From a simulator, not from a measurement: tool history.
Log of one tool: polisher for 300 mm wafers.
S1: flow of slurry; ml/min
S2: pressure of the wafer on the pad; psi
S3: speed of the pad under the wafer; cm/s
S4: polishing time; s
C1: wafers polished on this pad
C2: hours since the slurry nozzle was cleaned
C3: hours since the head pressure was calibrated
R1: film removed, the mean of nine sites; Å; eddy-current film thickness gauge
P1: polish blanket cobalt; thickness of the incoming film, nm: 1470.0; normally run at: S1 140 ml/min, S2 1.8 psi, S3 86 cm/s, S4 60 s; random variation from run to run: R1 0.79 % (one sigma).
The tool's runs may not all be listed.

run	hour	S1	S2	S3	S4	C1	C2	C3	R1
1	9.3	140	1.8	86	60	842	47.4	563.0	1901.70
2	17.1	140	1.8	86	60	902	55.2	570.8	1867.40
3	26.2	140	2.8	86	60	973	64.3	579.9	2941.80
4	39.6	140	1.8	86	60	1077	77.7	593.3	1871.80
# hour 46.6: worn pad replaced by a new one
5	53.2	220	1.8	86	60	51	91.3	606.9	2020.80
6	63.0	140	1.8	86	60	127	101.1	616.7	1910.20
7	73.3	85	1.8	86	60	207	111.4	627.0	1685.60
8	85.7	140	1.8	134	60	304	123.8	639.4	2942.60
9	100.0	140	1.8	42	60	415	138.1	653.7	916.37
10	110.2	140	1.8	86	60	495	148.3	663.9	1889.10
11	117.2	140	1.8	86	60	549	155.3	670.9	1905.40
12	124.9	140	1.8	86	34	609	163.0	678.6	1069.50
13	131.6	140	1.8	118	76	661	169.7	685.3	3260.00
14	139.5	140	1.0	86	60	722	177.6	693.2	1061.40
15	150.9	140	1.8	86	80	811	189.0	704.6	2509.00
16	159.7	140	1.8	86	60	880	197.8	713.4	1886.10
17	166.4	140	1.8	86	60	932	204.5	720.1	1877.40
18	180.8	140	1.8	86	60	1044	218.9	734.5	1800.70
19	187.7	140	1.8	86	60	1097	225.8	741.4	1802.90
20	202.6	140	1.8	86	60	1213	240.7	756.3	1750.00

The next listed run, before its measurement:
21	216.2	140	1.8	86	60	1319	254.3	769.9	?

Run 21 gave R1 1716.90 Å.

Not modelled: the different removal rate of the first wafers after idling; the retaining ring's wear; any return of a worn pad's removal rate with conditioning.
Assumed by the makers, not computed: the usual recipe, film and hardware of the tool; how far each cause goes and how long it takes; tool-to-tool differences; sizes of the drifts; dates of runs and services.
